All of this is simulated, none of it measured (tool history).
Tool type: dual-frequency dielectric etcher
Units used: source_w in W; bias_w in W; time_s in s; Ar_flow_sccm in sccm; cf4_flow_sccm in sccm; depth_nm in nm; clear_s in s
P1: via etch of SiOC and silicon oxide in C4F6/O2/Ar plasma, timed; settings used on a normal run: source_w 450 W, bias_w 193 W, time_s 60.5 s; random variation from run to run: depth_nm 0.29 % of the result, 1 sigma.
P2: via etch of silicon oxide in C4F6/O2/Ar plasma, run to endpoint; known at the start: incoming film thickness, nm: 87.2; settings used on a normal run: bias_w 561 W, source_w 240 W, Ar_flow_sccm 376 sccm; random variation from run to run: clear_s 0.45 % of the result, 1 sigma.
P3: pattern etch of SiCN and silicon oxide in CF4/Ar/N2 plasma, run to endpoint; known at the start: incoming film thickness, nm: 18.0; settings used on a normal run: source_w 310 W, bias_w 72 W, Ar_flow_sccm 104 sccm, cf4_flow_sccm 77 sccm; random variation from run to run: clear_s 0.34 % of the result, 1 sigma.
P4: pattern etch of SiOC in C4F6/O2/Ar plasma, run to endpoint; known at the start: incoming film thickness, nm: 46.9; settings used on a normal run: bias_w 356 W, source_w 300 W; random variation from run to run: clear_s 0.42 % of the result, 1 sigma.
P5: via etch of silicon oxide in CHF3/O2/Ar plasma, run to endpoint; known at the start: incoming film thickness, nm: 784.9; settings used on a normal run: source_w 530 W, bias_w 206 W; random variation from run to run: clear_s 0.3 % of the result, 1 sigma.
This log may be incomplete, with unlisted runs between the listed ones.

Run 1, hour 5.8: process P1, source_w 450 W, bias_w 193 W, time_s 60.5 s. Result: depth_nm 73.216 nm.
Run 2, hour 9.9: process P3, source_w 420 W, bias_w 72 W, Ar_flow_sccm 104 sccm, cf4_flow_sccm 77 sccm. Result: clear_s 21.932 s.
Run 3, hour 16.9: process P4, source_w 420 W, bias_w 356 W. Result: clear_s 18.312 s.
Run 4, hour 22.0: process P4, source_w 300 W, bias_w 356 W. Result: clear_s 20.715 s.
Run 5, hour 27.0: process P5, source_w 530 W, bias_w 206 W. Result: clear_s 404.060 s.
Run 6, hour 32.1: process P3, source_w 310 W, bias_w 72 W, Ar_flow_sccm 104 sccm, cf4_flow_sccm 77 sccm. Result: clear_s 28.714 s.
Run 7, hour 38.6: process P1, source_w 450 W, bias_w 193 W, time_s 60.5 s. Result: depth_nm 72.952 nm.
Run 8, hour 43.8: process P1, source_w 450 W, bias_w 193 W, time_s 60.5 s. Result: depth_nm 73.310 nm.
Run 9, hour 50.3: process P1, source_w 450 W, bias_w 193 W, time_s 38.0 s. Result: depth_nm 45.970 nm.
Run 10, hour 54.4: process P1, source_w 450 W, bias_w 148 W, time_s 37.5 s. Result: depth_nm 41.664 nm.
Run 11, hour 61.2: process P2, source_w 240 W, bias_w 757 W, Ar_flow_sccm 376 sccm. Result: clear_s 19.537 s.
Run 12, hour 66.1: process P2, source_w 240 W, bias_w 561 W, Ar_flow_sccm 376 sccm. Result: clear_s 22.028 s.
Run 13, hour 71.7: process P2, source_w 180 W, bias_w 561 W, Ar_flow_sccm 376 sccm. Result: clear_s 24.476 s.
Run 14, hour 78.0: process P2, source_w 240 W, bias_w 561 W, Ar_flow_sccm 376 sccm. Result: clear_s 22.076 s.
Run 15, hour 82.1: process P1, source_w 450 W, bias_w 193 W, time_s 79.0 s. Result: depth_nm 95.161 nm.
Run 16, hour 85.6: process P1, source_w 450 W, bias_w 193 W, time_s 60.5 s. Result: depth_nm 73.373 nm.
Run 17, hour 92.7: process P1, source_w 450 W, bias_w 193 W, time_s 60.5 s. Result: depth_nm 72.808 nm.
Run 18, hour 97.7: process P1, source_w 450 W, bias_w 193 W, time_s 60.5 s. Result: depth_nm 73.168 nm.
Run 19, hour 103.2: process P3, source_w 310 W, bias_w 72 W, Ar_flow_sccm 104 sccm, cf4_flow_sccm 77 sccm. Result: clear_s 28.858 s.
Run 20, hour 109.0: process P4, source_w 300 W, bias_w 269 W. Result: clear_s 22.896 s.
Run 21, hour 115.3: process P5, source_w 530 W, bias_w 206 W. Result: clear_s 404.790 s.
Run 22, hour 122.0: process P2, source_w 240 W, bias_w 561 W, Ar_flow_sccm 303 sccm. Result: clear_s 21.430 s.
Run 23, hour 127.6: process P1, source_w 570 W, bias_w 193 W, time_s 60.5 s. Result: depth_nm 79.683 nm.
Run 24, hour 132.6: process P5, source_w 530 W, bias_w 123 W. Result: clear_s 479.630 s.
Run 25, hour 139.1: process P1, source_w 450 W, bias_w 274 W, time_s 60.5 s. Result: depth_nm 82.150 nm.
At hour 143.4: wet clean of the chamber.
Run 26, hour 145.7: process P3, source_w 310 W, bias_w 72 W, Ar_flow_sccm 104 sccm, cf4_flow_sccm 109 sccm. Result: clear_s 27.497 s.
Run 27, hour 150.4: process P1, source_w 350 W, bias_w 193 W, time_s 60.5 s. Result: depth_nm 66.323 nm.
Run 28, hour 154.9: process P1, source_w 450 W, bias_w 118 W, time_s 60.5 s. Result: depth_nm 62.985 nm.
Run 29, hour 159.0: process P3, source_w 310 W, bias_w 46 W, Ar_flow_sccm 104 sccm, cf4_flow_sccm 77 sccm. Result: clear_s 33.112 s.
Run 30, hour 166.0: process P5, source_w 310 W, bias_w 206 W. Result: clear_s 494.780 s.
Run 31, hour 169.7: process P4, source_w 300 W, bias_w 356 W. Result: clear_s 20.657 s.
Run 32, hour 175.2: process P3, source_w 310 W, bias_w 72 W, Ar_flow_sccm 81 sccm, cf4_flow_sccm 77 sccm. Result: clear_s 27.885 s.
Run 33, hour 178.5: process P1, source_w 590 W, bias_w 262 W, time_s 60.5 s. Result: depth_nm 89.946 nm.
Run 34, hour 181.9: process P1, source_w 450 W, bias_w 193 W, time_s 60.5 s. Result: depth_nm 73.217 nm.
Run 35, hour 188.0: process P1, source_w 450 W, bias_w 193 W, time_s 60.5 s. Result: depth_nm 73.386 nm.
Run 36, hour 193.2: process P1, source_w 450 W, bias_w 193 W, time_s 60.5 s. Result: depth_nm 73.467 nm.
Run 37, hour 197.3: process P1, source_w 450 W, bias_w 193 W, time_s 60.5 s. Result: depth_nm 74.000 nm.
Run 38, hour 203.5: process P1, source_w 450 W, bias_w 193 W, time_s 60.5 s. Result: depth_nm 74.053 nm.
Run 39, hour 207.9: process P1, source_w 450 W, bias_w 193 W, time_s 60.5 s. Result: depth_nm 74.124 nm.
At hour 208.6: wet clean of the chamber.
Run 40, hour 213.9: process P1, source_w 450 W, bias_w 193 W, time_s 60.5 s. Result: depth_nm 73.819 nm.

For run 41, what comes out?
Run 41, hour 220.8: process P1, source_w 450 W, bias_w 193 W, time_s 60.5 s. Result: depth_nm ?.

{"run 41": {"depth_nm": 73.83}}
